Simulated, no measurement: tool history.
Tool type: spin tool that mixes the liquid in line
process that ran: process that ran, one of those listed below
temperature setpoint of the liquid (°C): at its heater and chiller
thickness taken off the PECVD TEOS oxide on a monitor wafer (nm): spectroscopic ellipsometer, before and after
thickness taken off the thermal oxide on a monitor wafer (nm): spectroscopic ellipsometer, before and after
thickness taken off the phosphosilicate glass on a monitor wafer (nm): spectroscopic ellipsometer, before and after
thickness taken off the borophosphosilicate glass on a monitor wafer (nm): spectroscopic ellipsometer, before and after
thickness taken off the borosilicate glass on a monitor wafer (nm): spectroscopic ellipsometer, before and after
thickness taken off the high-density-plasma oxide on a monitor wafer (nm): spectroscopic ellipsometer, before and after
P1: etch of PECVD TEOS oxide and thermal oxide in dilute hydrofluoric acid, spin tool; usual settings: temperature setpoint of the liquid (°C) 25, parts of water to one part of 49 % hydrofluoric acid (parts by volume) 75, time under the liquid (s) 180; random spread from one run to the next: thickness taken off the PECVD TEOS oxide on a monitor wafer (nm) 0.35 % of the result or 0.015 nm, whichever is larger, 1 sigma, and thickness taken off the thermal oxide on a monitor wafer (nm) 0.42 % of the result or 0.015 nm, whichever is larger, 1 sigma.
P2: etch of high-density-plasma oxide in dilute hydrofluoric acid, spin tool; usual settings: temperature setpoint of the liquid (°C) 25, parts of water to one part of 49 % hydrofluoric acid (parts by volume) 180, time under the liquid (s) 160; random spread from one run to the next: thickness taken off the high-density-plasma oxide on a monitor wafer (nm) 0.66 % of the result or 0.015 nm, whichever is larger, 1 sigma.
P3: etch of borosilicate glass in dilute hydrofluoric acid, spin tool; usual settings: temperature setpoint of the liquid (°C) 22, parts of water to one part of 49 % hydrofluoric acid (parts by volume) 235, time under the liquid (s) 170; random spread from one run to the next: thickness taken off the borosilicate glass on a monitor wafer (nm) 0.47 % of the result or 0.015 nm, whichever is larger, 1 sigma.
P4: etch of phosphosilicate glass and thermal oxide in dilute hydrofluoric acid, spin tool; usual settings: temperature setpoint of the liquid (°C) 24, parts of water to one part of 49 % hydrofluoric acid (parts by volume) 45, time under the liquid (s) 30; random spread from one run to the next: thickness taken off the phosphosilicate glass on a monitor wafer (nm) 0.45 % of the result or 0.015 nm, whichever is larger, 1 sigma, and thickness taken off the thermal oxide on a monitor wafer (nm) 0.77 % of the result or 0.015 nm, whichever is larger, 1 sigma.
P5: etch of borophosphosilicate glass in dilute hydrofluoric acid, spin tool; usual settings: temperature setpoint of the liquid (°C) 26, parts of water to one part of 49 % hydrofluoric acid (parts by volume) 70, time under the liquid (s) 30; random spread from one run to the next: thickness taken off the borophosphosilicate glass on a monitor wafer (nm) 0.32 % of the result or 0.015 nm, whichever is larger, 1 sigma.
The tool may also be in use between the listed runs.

run	day	process that ran	temperature setpoint of the liquid (°C)	parts of water to one part of 49 % hydrofluoric acid (parts by volume)	time under the liquid (s)	thickness taken off the PECVD TEOS oxide on a monitor wafer (nm)	thickness taken off the thermal oxide on a monitor wafer (nm)	thickness taken off the phosphosilicate glass on a monitor wafer (nm)	thickness taken off the borophosphosilicate glass on a monitor wafer (nm)	thickness taken off the borosilicate glass on a monitor wafer (nm)	thickness taken off the high-density-plasma oxide on a monitor wafer (nm)
1	0.388	P1	25	75	180	34.606	12.193				
2	0.65	P1	25	75	180	34.225	12.181				
3	0.9	P4	24	45	30		3.3561	146.41			
4	1.15	P1	20	75	180	28.177	9.9716				
5	1.546	P1	25	75	65	12.455	4.3968				
6	2.042	P5	26	70	60				53.132		
7	2.525	P1	25	75	305	58.404	20.789				
8	3.025	P1	25	75	180	34.554	12.268				
9	3.392	P1	25	20	180	140.16	49.746				
10	3.738	P5	26	125	30				13.807		
11	4.246	P1	25	75	180	34.367	12.286				
12	4.692	P5	26	70	30				26.542		
13	5.129	P1	25	110	40	5.0338	1.7381				
14	5.588	P3	22	235	170					14.35	
15	5.971	P1	25	75	180	34.699	12.266				
16	6.45	P1	33	75	180	46.651	16.485				
17	6.938	P2	25	180	160						4.3342
18	7.325	P2	25	30	160						30.858
19	7.671	P2	33	180	160						5.6928
20	8.054	P4	24	45	30		3.4113	146.3			
21	8.55	P3	22	235	315					26.655	
22	9.029	P3	22	425	170					6.7014	
23	9.258	P1	19.5	75	55	8.4796	2.9306				
24	9.75	P3	17	235	170					11.932	
25	10.104	P4	18	45	30		2.6681	112.19			
# day 10.542: hydrofluoric acid flow meter replaced
26	10.608	P5	18	70	30				18.983		
27	10.971	P1	25	75	180	34.54	12.208				
28	11.254	P3	22	235	170					14.529	
29	11.738	P1	25	105	95	12.587	4.4563				
30	12.15	P5	26	70	30				26.289		
31	12.642	P4	24	75	30		1.9824	84.248			
32	12.95	P1	25	140	180	17.241	6.0317				
33	13.175	P2	25	180	45						1.2056
34	13.642	P4	24	45	50		5.6631	242.65			
35	14.142	P1	25	75	180	34.596	12.219				
36	14.392	P1	25	75	180	35.181	12.518				
37	14.883	P1	25	75	180	36.236	12.721				
38	15.133	P1	25	75	180	36.586	12.922				
39	15.458	P1	25	75	180	36.867	13.098				
40	15.771	P1	25	75	180	37.188	13.097				
41	16.025	P1	25	75	180	37.374	13.16				
42	16.346	P1	25	75	180	37.213	13.124				
43	16.729	P1	25	75	180	37.37	13.201				
44	17.242	P1	25	75	180	37.553	13.266				
45	17.712	P1	25	75	180	37.401	13.311				
46	18.092	P1	25	75	180	37.749	13.26				

The log shows P1 creeping away from where it was. Any of the 2 causes listed here, at the size stated for it, fits the log just as well as the others:
A: hydrofluoric acid flow above the setpoint (%) = 8.11
B: liquid hotter than its thermometer reads (K) = 2.16
The gradual shift began around day 14.142.

Of the 4 check runs below, each run on 2 wafers with the results averaged and each result still a question mark, which one would tell the listed causes apart?
check 1	18.471	P5	18.5	125	30				?		
check 2	18.471	P4	24	75	30		?	?			
check 3	18.471	P3	22	415	285					?	
check 4	18.471	P2	29.5	55	160						?

Check results expected under each cause:
check	result	if A	if B
check 1	thickness taken off the borophosphosilicate glass on a monitor wafer (nm)	11.201	11.199
check 2	thickness taken off the thermal oxide on a monitor wafer (nm)	2.1443	2.1467
check 2	thickness taken off the phosphosilicate glass on a monitor wafer (nm)	91.746	91.85
check 3	thickness taken off the borosilicate glass on a monitor wafer (nm)	12.884	12.46
check 4	thickness taken off the high-density-plasma oxide on a monitor wafer (nm)	21.192	21.184
Distance between the nearest two causes, measured in the result of the check that separates them most: check 1 0.02 %; check 2 0.11 %; check 3 3.35 %; check 4 0.03 %
Check 3 distinguishes between the causes, while the remaining checks would return nearly the same result for all of them.

Here is what check 3 returned: thickness taken off the borosilicate glass on a monitor wafer (nm) 12.922. Which cause is it?

It is A: hydrofluoric acid flow above the setpoint (%).
